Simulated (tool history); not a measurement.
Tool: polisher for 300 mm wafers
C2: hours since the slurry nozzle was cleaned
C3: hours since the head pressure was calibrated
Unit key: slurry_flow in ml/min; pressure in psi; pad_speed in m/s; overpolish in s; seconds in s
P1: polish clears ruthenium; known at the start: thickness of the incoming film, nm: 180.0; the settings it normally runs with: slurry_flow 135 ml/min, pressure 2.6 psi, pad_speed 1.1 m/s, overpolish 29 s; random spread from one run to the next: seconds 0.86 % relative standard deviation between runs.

run 1 hour=5.4 | slurry_flow=135 pressure=2.6 pad_speed=1.1 overpolish=29 | wafers_polished_on_this_pad=983 C2=527.2 C3=537.9 | seconds=101.67
run 2 hour=12.4 | slurry_flow=135 pressure=2.6 pad_speed=1.1 overpolish=29 | wafers_polished_on_this_pad=1022 C2=534.2 C3=544.9 | seconds=102.28
run 3 hour=19.2 | slurry_flow=135 pressure=2.6 pad_speed=1.1 overpolish=29 | wafers_polished_on_this_pad=1060 C2=541 C3=551.7 | seconds=101.6
run 4 hour=29.1 | slurry_flow=135 pressure=2.6 pad_speed=1.1 overpolish=29 | wafers_polished_on_this_pad=1116 C2=550.9 C3=561.6 | seconds=102.36
run 5 hour=39.6 | slurry_flow=135 pressure=2.6 pad_speed=1.1 overpolish=12 | wafers_polished_on_this_pad=1175 C2=561.4 C3=572.1 | seconds=103.31
run 6 hour=46.2 | slurry_flow=135 pressure=1.5 pad_speed=0.84 overpolish=29 | wafers_polished_on_this_pad=1212 C2=568 C3=578.7 | seconds=229.93
run 7 hour=52.9 | slurry_flow=80 pressure=2.6 pad_speed=1.1 overpolish=29 | wafers_polished_on_this_pad=1249 C2=574.7 C3=585.4 | seconds=116.88
run 8 hour=62.6 | slurry_flow=135 pressure=2.6 pad_speed=0.5 overpolish=29 | wafers_polished_on_this_pad=1303 C2=584.4 C3=595.1 | seconds=224.49
run 9 hour=74.6 | slurry_flow=135 pressure=1.5 pad_speed=1.1 overpolish=29 | wafers_polished_on_this_pad=1371 C2=596.4 C3=607.1 | seconds=174.67
run 10 hour=86.5 | slurry_flow=135 pressure=2.6 pad_speed=1.66 overpolish=29 | wafers_polished_on_this_pad=1437 C2=608.3 C3=619 | seconds=67.315
run 11 hour=95.5 | slurry_flow=135 pressure=2.6 pad_speed=1.1 overpolish=29 | wafers_polished_on_this_pad=1488 C2=617.3 C3=628 | seconds=102.7
-- hour=97.1 slurry nozzle cleaned
run 12 hour=106.9 | slurry_flow=135 pressure=2.6 pad_speed=1.1 overpolish=29 | wafers_polished_on_this_pad=1552 C2=9.9 C3=639.4 | seconds=102.04
run 13 hour=117.3 | slurry_flow=135 pressure=2.6 pad_speed=1.1 overpolish=52 | wafers_polished_on_this_pad=1610 C2=20.3 C3=649.8 | seconds=102.49
run 14 hour=123.5 | slurry_flow=135 pressure=2.6 pad_speed=1.1 overpolish=29 | wafers_polished_on_this_pad=1645 C2=26.5 C3=656 | seconds=102.32
run 15 hour=134.5 | slurry_flow=180 pressure=2.6 pad_speed=1.1 overpolish=29 | wafers_polished_on_this_pad=1706 C2=37.5 C3=667 | seconds=97.868
run 16 hour=145.1 | slurry_flow=135 pressure=3.9 pad_speed=1.1 overpolish=29 | wafers_polished_on_this_pad=1766 C2=48.1 C3=677.6 | seconds=67.11
run 17 hour=156.1 | slurry_flow=135 pressure=2.6 pad_speed=1.1 overpolish=29 | wafers_polished_on_this_pad=1827 C2=59.1 C3=688.6 | seconds=100.78
run 18 hour=167.1 | slurry_flow=135 pressure=2.6 pad_speed=1.1 overpolish=29 | wafers_polished_on_this_pad=1889 C2=70.1 C3=699.6 | seconds=105.65
run 19 hour=173.6 | slurry_flow=135 pressure=2.6 pad_speed=1.1 overpolish=29 | wafers_polished_on_this_pad=1926 C2=76.6 C3=706.1 | seconds=106.56
run 20 hour=183.2 | slurry_flow=135 pressure=2.6 pad_speed=1.1 overpolish=29 | wafers_polished_on_this_pad=1979 C2=86.2 C3=715.7 | seconds=109.43
run 21 hour=190.3 | slurry_flow=135 pressure=2.6 pad_speed=1.1 overpolish=29 | wafers_polished_on_this_pad=2019 C2=93.3 C3=722.8 | seconds=109.82
-- hour=195 head pressure recalibrated
run 22 hour=199.2 | slurry_flow=135 pressure=2.6 pad_speed=1.1 overpolish=29 | wafers_polished_on_this_pad=2069 C2=102.2 C3=4.3 | seconds=110.63
run 23 hour=206.2 | slurry_flow=135 pressure=2.6 pad_speed=1.1 overpolish=29 | wafers_polished_on_this_pad=2108 C2=109.2 C3=11.3 | seconds=109.16
run 24 hour=212.3 | slurry_flow=135 pressure=2.6 pad_speed=1.1 overpolish=29 | wafers_polished_on_this_pad=2142 C2=115.3 C3=17.4 | seconds=109.41
run 25 hour=218.1 | slurry_flow=135 pressure=2.6 pad_speed=1.1 overpolish=29 | wafers_polished_on_this_pad=2175 C2=121.1 C3=23.2 | seconds=111.33
run 26 hour=225.7 | slurry_flow=135 pressure=2.6 pad_speed=1.1 overpolish=29 | wafers_polished_on_this_pad=2218 C2=128.7 C3=30.8 | seconds=110.04
run 27 hour=231 | slurry_flow=135 pressure=2.6 pad_speed=1.1 overpolish=29 | wafers_polished_on_this_pad=2247 C2=134 C3=36.1 | seconds=110.99
run 28 hour=237.3 | slurry_flow=135 pressure=2.6 pad_speed=1.1 overpolish=29 | wafers_polished_on_this_pad=2283 C2=140.3 C3=42.4 | seconds=111.3

P1 no longer gives what it gave before; its output has crept away from where it was. The following 2 causes, each at its listed size, fit the log equally well:
A: removal rate lost through wear of the pad, % = 8.27
B: slurry flow missing at the pad, % = 31.6
At approximately hour 156.1, the process output began to creep.
All other causes, with the reason each is excluded:
head's pressure below its setpoint, %: serviced at hour 195, after the drift had started, without restoring the earlier output

The 4 check runs listed below each average the results of 2 wafers, and their outcomes are marked with question marks. Under which run would the listed causes produce clearly different results?
run check 1 hour=243.6 | slurry_flow=135 pressure=1.9 pad_speed=1.38 overpolish=29 | seconds=?
run check 2 hour=243.6 | slurry_flow=80 pressure=2.6 pad_speed=1.1 overpolish=29 | seconds=?
run check 3 hour=243.6 | slurry_flow=135 pressure=2.6 pad_speed=1.1 overpolish=51 | seconds=?
run check 4 hour=243.6 | slurry_flow=135 pressure=3.4 pad_speed=0.5 overpolish=29 | seconds=?

What each check would give under each cause:
check=check_1 result=seconds if_A=121.64 if_B=121.65
check=check_2 result=seconds if_A=126.67 if_B=133.07
check=check_3 result=seconds if_A=111.51 if_B=111.53
check=check_4 result=seconds if_A=187.6 if_B=187.63
How far apart the two closest causes lie, in the result that separates them most: check 1 0.02 %; check 2 4.93 %; check 3 0.02 %; check 4 0.02 %
The other checks would show nearly matching results whichever cause is true, so check 2 is the only one that separates the causes.

After running check 2, the following was obtained: seconds 133.72 s. Which cause does this point to?

Of the candidate causes, it is B: slurry flow missing at the pad, %.
